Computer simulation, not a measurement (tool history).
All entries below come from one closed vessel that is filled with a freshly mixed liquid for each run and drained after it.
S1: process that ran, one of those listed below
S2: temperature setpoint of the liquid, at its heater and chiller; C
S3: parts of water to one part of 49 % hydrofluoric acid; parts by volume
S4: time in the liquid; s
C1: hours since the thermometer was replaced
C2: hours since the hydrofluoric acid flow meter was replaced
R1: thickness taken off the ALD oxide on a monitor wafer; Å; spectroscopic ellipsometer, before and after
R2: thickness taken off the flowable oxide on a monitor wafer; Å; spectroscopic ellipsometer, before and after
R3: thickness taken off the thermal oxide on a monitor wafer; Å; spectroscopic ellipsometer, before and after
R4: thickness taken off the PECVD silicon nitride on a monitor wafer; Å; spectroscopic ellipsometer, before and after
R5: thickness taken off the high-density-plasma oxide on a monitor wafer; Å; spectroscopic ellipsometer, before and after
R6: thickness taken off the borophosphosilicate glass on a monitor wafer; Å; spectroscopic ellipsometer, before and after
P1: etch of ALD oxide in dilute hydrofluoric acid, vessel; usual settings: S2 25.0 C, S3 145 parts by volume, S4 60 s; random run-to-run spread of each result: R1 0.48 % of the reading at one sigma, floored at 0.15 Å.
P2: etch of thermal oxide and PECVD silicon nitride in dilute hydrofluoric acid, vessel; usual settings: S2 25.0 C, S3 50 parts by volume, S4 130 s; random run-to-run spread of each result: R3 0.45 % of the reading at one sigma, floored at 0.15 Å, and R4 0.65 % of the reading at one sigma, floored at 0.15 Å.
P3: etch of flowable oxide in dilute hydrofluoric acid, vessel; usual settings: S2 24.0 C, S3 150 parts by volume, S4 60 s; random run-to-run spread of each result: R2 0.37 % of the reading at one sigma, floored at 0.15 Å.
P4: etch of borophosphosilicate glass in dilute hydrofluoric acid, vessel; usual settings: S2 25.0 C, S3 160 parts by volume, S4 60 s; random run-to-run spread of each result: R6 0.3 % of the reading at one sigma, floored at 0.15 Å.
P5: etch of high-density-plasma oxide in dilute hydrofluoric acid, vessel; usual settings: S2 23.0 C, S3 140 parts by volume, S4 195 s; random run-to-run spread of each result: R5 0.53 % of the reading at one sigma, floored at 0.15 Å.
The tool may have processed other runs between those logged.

run,hour,S1,S2,S3,S4,C1,C2,R1,R2,R3,R4,R5,R6
1,3.1,P1,25.0,145,60,508.1,739.2,71.164,,,,,
2,7.5,P3,24.0,150,30,512.5,743.6,,64.197,,,,
3,11.7,P1,25.0,145,60,516.7,747.8,71.502,,,,,
4,16.7,P2,25.0,50,200,521.7,752.8,,,202.870,70.576,,
5,21.4,P1,25.0,145,60,526.4,757.5,71.175,,,,,
6,24.8,P1,25.0,145,60,529.8,760.9,71.839,,,,,
7,29.0,P3,24.0,45,60,534.0,765.1,,484.680,,,,
8,32.7,P5,23.0,140,30,537.7,768.8,,,,,14.555,
9,35.7,P1,25.0,215,60,540.7,771.8,44.415,,,,,
10,39.5,P4,25.0,160,60,544.5,775.6,,,,,,221.91
11,42.2,P1,30.0,145,60,547.2,778.3,86.239,,,,,
12,45.5,P1,25.0,85,60,550.5,781.6,131.820,,,,,
13,48.7,P2,25.0,50,130,553.7,784.8,,,133.090,45.980,,
14,52.5,P1,25.0,145,30,557.5,788.6,35.749,,,,,
15,56.4,P1,25.0,145,60,561.4,792.5,70.479,,,,,
16,59.0,P5,17.0,140,195,564.0,795.1,,,,,74.497,
17,62.3,P4,25.0,160,60,567.3,798.4,,,,,,221.96
18,67.2,P1,25.0,145,60,572.2,803.3,71.054,,,,,
19,72.8,P2,31.0,50,130,577.8,808.9,,,169.090,68.154,,
20,77.1,P5,23.0,215,195,582.1,813.2,,,,,56.336,
21,82.9,P5,23.0,140,195,587.9,819.0,,,,,95.213,
# hour 84.9: thermometer replaced
22,86.7,P1,25.0,145,105,1.8,822.8,125.660,,,,,
23,91.3,P2,25.0,50,130,6.4,827.4,,,132.570,46.075,,
24,93.9,P2,25.0,85,130,9.0,830.0,,,75.354,27.565,,
25,99.2,P3,19.0,150,60,14.3,835.3,,105.230,,,,
26,103.2,P1,20.0,145,60,18.3,839.3,58.837,,,,,
27,107.4,P1,32.5,145,30,22.5,843.5,47.012,,,,,
28,112.3,P5,23.0,140,195,27.4,848.4,,,,,94.875,
29,116.8,P4,25.0,230,60,31.9,852.9,,,,,,142.40
30,121.5,P4,25.0,160,90,36.6,857.6,,,,,,332.98
31,126.2,P3,24.0,150,60,41.3,862.3,,127.840,,,,
32,130.4,P4,20.5,160,60,45.5,866.5,,,,,,186.52
33,135.7,P1,25.0,145,60,50.8,871.8,71.693,,,,,
34,138.3,P1,25.0,145,60,53.4,874.4,69.347,,,,,
35,144.3,P1,25.0,145,60,59.4,880.4,67.452,,,,,
36,147.1,P1,25.0,145,60,62.2,883.2,66.817,,,,,
37,150.9,P1,25.0,145,60,66.0,887.0,66.543,,,,,
38,155.0,P1,25.0,145,60,70.1,891.1,65.828,,,,,
39,160.4,P1,25.0,145,60,75.5,896.5,65.642,,,,,
40,165.2,P1,25.0,145,60,80.3,901.3,65.195,,,,,
41,171.1,P1,25.0,145,60,86.2,907.2,65.194,,,,,

Compared with where it was, what P1 gives has crept away. Each cause listed below fits the log as well as the rest, at the size given for it:
A: hydrofluoric acid flow below the setpoint (%) = 7.42
B: liquid colder than its thermometer reads (K) = 2.36
Onset of the creep was near hour 135.7.

Question marks stand in for the results of the 4 check runs listed below, each run on one wafer. Under which run would the listed causes show clearly different results?
check 1,177.0,P2,25.0,50,130,,,,,?,?,,
check 2,177.0,P5,23.0,140,195,,,,,,,?,
check 3,177.0,P3,24.0,150,60,,,,?,,,,
check 4,177.0,P4,25.0,160,60,,,,,,,,?

What every check run would give for each of its results, assuming each possible cause in turn:
check,result,if A,if B
check 1,R3,122.190,120.410
check 1,R4,42.612,39.192
check 2,R5,86.343,86.073
check 3,R2,116.880,116.820
check 4,R6,202.25,202.65
Smallest distance between any two causes, each pair judged by its most separating result, in per cent: check 1 8.37 %; check 2 0.31 %; check 3 0.06 %; check 4 0.2 %
Of the check runs offered, only check 1 discriminates between the causes; the rest would read about the same regardless of which cause applies.

Then check 1 was run and gave: R3 120.620 Å; R4 39.479 Å. Which cause is it?

It is B: liquid colder than its thermometer reads (K).

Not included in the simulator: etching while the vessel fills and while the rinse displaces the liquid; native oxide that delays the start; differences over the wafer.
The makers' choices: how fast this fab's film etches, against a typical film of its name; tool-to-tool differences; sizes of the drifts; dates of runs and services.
